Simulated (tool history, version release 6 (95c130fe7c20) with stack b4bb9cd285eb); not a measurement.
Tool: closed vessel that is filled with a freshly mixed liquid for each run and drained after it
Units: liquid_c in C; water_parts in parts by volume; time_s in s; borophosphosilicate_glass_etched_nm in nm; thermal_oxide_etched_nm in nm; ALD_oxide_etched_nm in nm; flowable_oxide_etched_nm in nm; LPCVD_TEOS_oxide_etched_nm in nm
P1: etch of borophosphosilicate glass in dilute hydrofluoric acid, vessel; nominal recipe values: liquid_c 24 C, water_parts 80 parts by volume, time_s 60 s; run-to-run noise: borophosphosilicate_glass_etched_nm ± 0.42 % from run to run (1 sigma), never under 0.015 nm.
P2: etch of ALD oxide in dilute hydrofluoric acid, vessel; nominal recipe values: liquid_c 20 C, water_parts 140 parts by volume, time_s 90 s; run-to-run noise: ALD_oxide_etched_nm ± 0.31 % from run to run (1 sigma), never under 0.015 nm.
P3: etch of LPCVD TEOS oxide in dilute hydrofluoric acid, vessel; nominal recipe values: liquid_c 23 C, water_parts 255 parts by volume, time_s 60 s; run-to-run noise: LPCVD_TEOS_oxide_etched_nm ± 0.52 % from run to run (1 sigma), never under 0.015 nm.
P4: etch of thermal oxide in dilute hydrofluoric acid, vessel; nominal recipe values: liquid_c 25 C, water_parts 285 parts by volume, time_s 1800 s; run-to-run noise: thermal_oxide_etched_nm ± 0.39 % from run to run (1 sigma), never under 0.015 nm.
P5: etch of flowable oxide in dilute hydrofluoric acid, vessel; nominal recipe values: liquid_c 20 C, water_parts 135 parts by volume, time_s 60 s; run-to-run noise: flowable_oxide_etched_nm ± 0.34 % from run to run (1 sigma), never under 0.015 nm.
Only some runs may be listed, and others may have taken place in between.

| run | day | process | liquid_c | water_parts | time_s | hours since the thermometer was replaced | hours since the hydrofluoric acid flow meter was replaced | borophosphosilicate_glass_etched_nm | thermal_oxide_etched_nm | ALD_oxide_etched_nm | flowable_oxide_etched_nm | LPCVD_TEOS_oxide_etched_nm |
|---|---|---|---|---|---|---|---|---|---|---|---|---|
| 1 | 0.167 | P1 | 24 | 80 | 60 | 287.4 | 160.4 | 30.907 |  |  |  |  |
| 2 | 0.425 | P4 | 25 | 480 | 1800 | 293.6 | 166.6 |  | 13.065 |  |  |  |
| 3 | 0.588 | P1 | 24 | 120 | 105 | 297.5 | 170.5 | 34.471 |  |  |  |  |
| 4 | 0.788 | P1 | 24 | 80 | 60 | 302.3 | 175.3 | 30.644 |  |  |  |  |
| 5 | 0.9 | P4 | 29.5 | 285 | 1800 | 305 | 178 |  | 30.909 |  |  |  |
| 6 | 1.058 | P2 | 20 | 65 | 90 | 308.8 | 181.8 |  |  | 22.343 |  |  |
| 7 | 1.275 | P5 | 20 | 135 | 60 | 314 | 187 |  |  |  | 7.7256 |  |
| 8 | 1.454 | P1 | 24 | 80 | 30 | 318.3 | 191.3 | 15.285 |  |  |  |  |
| 9 | 1.667 | P2 | 20 | 140 | 30 | 323.4 | 196.4 |  |  | 3.1912 |  |  |
| 10 | 1.875 | P1 | 24 | 135 | 60 | 328.4 | 201.4 | 16.979 |  |  |  |  |
| 11 | 2.004 | P1 | 24 | 80 | 90 | 331.5 | 204.5 | 46.005 |  |  |  |  |
| 12 | 2.158 | P1 | 24 | 50 | 60 | 335.2 | 208.2 | 51.225 |  |  |  |  |
| 13 | 2.304 | P3 | 23 | 255 | 60 | 338.7 | 211.7 |  |  |  |  | 5.3229 |
| 14 | 2.504 | P1 | 24 | 140 | 115 | 343.5 | 216.5 | 31.41 |  |  |  |  |
| 15 | 2.667 | P5 | 20 | 135 | 60 | 347.4 | 220.4 |  |  |  | 7.7161 |  |
| 16 | 2.842 | P3 | 23 | 50 | 60 | 351.6 | 224.6 |  |  |  |  | 34.538 |
| 17 | 3.017 | P3 | 23 | 255 | 95 | 355.8 | 228.8 |  |  |  |  | 8.3681 |
| 18 | 3.179 | P1 | 31 | 80 | 60 | 359.7 | 232.7 | 40.276 |  |  |  |  |
| 19 | 3.404 | P1 | 24 | 80 | 60 | 365.1 | 238.1 | 30.684 |  |  |  |  |
| 20 | 3.538 | P4 | 25 | 285 | 1800 | 368.3 | 241.3 |  | 26.742 |  |  |  |
| 21 | 3.7 | P5 | 17 | 135 | 60 | 372.2 | 245.2 |  |  |  | 6.7995 |  |
| 22 | 3.933 | P2 | 20 | 140 | 90 | 377.8 | 250.8 |  |  | 9.5177 |  |  |
| 23 | 4.171 | P5 | 20 | 25 | 60 | 383.5 | 256.5 |  |  |  | 47.401 |  |
| 24 | 4.288 | P1 | 17 | 80 | 60 | 386.3 | 259.3 | 23.021 |  |  |  |  |
| 25 | 4.542 | P2 | 26.5 | 140 | 90 | 392.4 | 265.4 |  |  | 12.248 |  |  |

Run 26 has not been measured yet. What should we expect?
| 26 | 4.779 | P4 | 25 | 285 | 3075 | 398.1 | 271.1 |  | ? |  |  |  |

{"run 26": {"thermal_oxide_etched_nm": 45.686}}

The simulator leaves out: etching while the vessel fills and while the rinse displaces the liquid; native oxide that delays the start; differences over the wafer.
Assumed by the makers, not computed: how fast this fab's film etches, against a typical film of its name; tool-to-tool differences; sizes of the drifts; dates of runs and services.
